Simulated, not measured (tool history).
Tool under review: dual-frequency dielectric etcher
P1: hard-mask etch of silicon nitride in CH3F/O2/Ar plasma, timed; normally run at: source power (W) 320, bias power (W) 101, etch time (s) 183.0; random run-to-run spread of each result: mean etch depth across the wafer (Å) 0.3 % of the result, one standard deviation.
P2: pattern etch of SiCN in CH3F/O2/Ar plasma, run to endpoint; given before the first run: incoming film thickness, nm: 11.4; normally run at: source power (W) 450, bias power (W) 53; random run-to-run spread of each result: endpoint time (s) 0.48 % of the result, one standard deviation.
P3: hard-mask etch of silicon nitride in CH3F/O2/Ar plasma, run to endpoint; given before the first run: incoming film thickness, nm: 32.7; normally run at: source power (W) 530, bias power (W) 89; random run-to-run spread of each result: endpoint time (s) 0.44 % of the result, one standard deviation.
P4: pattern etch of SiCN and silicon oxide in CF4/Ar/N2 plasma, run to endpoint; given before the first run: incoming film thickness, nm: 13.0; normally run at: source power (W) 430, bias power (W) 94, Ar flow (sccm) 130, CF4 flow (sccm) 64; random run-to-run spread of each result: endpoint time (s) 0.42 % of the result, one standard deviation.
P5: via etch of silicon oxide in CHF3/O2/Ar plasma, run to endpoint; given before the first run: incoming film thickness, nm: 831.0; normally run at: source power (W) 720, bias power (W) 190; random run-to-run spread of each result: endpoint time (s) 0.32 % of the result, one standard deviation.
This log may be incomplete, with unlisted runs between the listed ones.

run,day,process that ran,source power (W),bias power (W),etch time (s),Ar flow (sccm),CF4 flow (sccm),mean etch depth across the wafer (Å),endpoint time (s)
1,0.358,P1,320,101,183.0,,,1318.50,
2,0.667,P2,270,53,,,,,38.555
3,1.171,P5,720,190,,,,,385.510
4,1.742,P5,1010,190,,,,,336.860
5,2.133,P4,430,94,,130,64,,14.876
6,2.658,P4,430,120,,130,64,,13.546
7,3.146,P2,450,53,,,,,32.059
8,3.775,P1,190,101,183.0,,,1093.30,
9,4.371,P3,530,89,,,,,39.624
10,4.708,P4,600,94,,130,64,,11.145
11,5.258,P5,720,190,,,,,385.010
12,5.571,P2,450,69,,,,,29.389
13,5.912,P1,320,101,183.0,,,1316.90,
14,6.279,P1,320,101,183.0,,,1328.40,
15,6.733,P5,720,114,,,,,453.480
16,7.362,P4,430,94,,130,83,,14.428
17,7.892,P1,320,138,246.5,,,1998.90,
18,8.546,P3,530,118,,,,,36.031
19,8.858,P1,400,123,183.0,,,1534.30,
20,9.254,P1,320,67,227.5,,,1412.00,
21,9.788,P1,400,101,183.0,,,1430.00,
22,10.362,P1,320,101,116.0,,,837.96,
23,10.717,P1,320,101,183.0,,,1315.80,
24,11.062,P1,320,65,183.0,,,1125.50,
25,11.575,P4,430,94,,130,64,,14.940
26,12.058,P3,680,89,,,,,36.317
27,12.500,P1,320,101,232.5,,,1673.20,
28,13.171,P1,320,141,183.0,,,1496.10,
29,13.858,P2,450,53,,,,,31.712
30,14.175,P4,430,94,,174,64,,15.573

Run 31, settings as shown, results not yet in. Your forecast:
31,14.667,P1,320,101,183.0,,,?,

Run 31 produced mean etch depth across the wafer (Å) 1313.30.
